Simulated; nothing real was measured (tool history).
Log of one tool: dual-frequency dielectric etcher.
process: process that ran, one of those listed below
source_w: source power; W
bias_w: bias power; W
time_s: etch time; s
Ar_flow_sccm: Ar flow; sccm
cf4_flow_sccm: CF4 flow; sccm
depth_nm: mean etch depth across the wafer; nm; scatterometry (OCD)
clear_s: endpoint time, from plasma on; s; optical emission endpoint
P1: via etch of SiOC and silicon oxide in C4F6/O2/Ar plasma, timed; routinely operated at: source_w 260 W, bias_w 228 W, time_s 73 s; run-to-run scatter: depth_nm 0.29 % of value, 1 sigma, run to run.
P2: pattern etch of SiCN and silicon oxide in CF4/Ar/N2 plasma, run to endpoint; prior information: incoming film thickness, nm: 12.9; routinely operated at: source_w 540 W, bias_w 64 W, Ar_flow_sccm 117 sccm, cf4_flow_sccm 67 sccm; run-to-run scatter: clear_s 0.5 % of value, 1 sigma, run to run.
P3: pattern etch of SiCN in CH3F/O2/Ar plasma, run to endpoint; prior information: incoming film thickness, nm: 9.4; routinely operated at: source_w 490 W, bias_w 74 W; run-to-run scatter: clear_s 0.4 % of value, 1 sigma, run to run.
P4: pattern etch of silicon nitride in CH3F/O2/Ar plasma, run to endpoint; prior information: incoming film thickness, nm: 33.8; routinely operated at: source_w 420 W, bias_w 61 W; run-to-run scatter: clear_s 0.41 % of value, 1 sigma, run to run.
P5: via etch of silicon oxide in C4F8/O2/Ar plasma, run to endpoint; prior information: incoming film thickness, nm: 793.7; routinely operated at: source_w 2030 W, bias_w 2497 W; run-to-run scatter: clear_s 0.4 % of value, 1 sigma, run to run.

run   hour  process  source_w  bias_w  time_s  Ar_flow_sccm  cf4_flow_sccm  hours since the last wet clean  hours since the last source power generator calibration  hours since the last bias power generator calibration  depth_nm  clear_s
  1    3.6       P1       260     228      73                                                          234                                                   1177.5                                                 1550.7    76.779
  2   10.1       P5      2030    2497                                                                240.5                                                     1184                                                 1557.2             150.33
  3   13.8       P4       510      61                                                                244.2                                                   1187.7                                                 1560.9             47.014
  4   21.6       P3       490      74                                                                  252                                                   1195.5                                                 1568.7             23.932
  5   27.9       P4       420      61                                                                258.3                                                   1201.8                                                   1575             50.492
  6   35.5       P1       260     228      73                                                        265.9                                                   1209.4                                                 1582.6    76.525
  7   40.2       P1       170     228      73                                                        270.6                                                   1214.1                                                 1587.3    65.364
  8   44.4       P2       540      64                   117             67                           274.8                                                   1218.3                                                 1591.5             13.469
  9   49.2       P2       760      64                   117             67                           279.6                                                   1223.1                                                 1596.3             9.9804
 10   53.7       P3       490      74                                                                284.1                                                   1227.6                                                 1600.8             23.847
 11   58.5       P4       420      38                                                                288.9                                                   1232.4                                                 1605.6             58.371
 12     62       P3       490      56                                                                292.4                                                   1235.9                                                 1609.1             26.342
 13   66.5       P2       540      64                   165             67                           296.9                                                   1240.4                                                 1613.6             14.407
 14   70.9       P3       620      74                                                                301.3                                                   1244.8                                                   1618             21.839
 15   76.4       P1       260     304      73                                                        306.8                                                   1250.3                                                 1623.5    85.436
 16   83.9       P2       540      64                   117             85                           314.3                                                   1257.8                                                   1631             13.088
 17     90       P1       260     228      73                                                        320.4                                                   1263.9                                                 1637.1    77.115
 18   94.4       P1       300     228   103.5                                                        324.8                                                   1268.3                                                 1641.5    114.62
      98.5  -- wet clean of the chamber
 19  101.5       P2       540      42                   117             67                             3.1                                                   1275.4                                                 1648.6             15.551
 20  107.2       P4       420      61                                                                  8.8                                                   1281.1                                                 1654.3             50.414
 21  111.2       P1       260     228      73                                                         12.8                                                   1285.1                                                 1658.3    77.206

Run 22 comes next. What will it give?
 22  117.2       P5      2030    1778                                                                 18.8                                                   1291.1                                                 1664.3                  ?

{"run 22": {"clear_s": 165.63}}

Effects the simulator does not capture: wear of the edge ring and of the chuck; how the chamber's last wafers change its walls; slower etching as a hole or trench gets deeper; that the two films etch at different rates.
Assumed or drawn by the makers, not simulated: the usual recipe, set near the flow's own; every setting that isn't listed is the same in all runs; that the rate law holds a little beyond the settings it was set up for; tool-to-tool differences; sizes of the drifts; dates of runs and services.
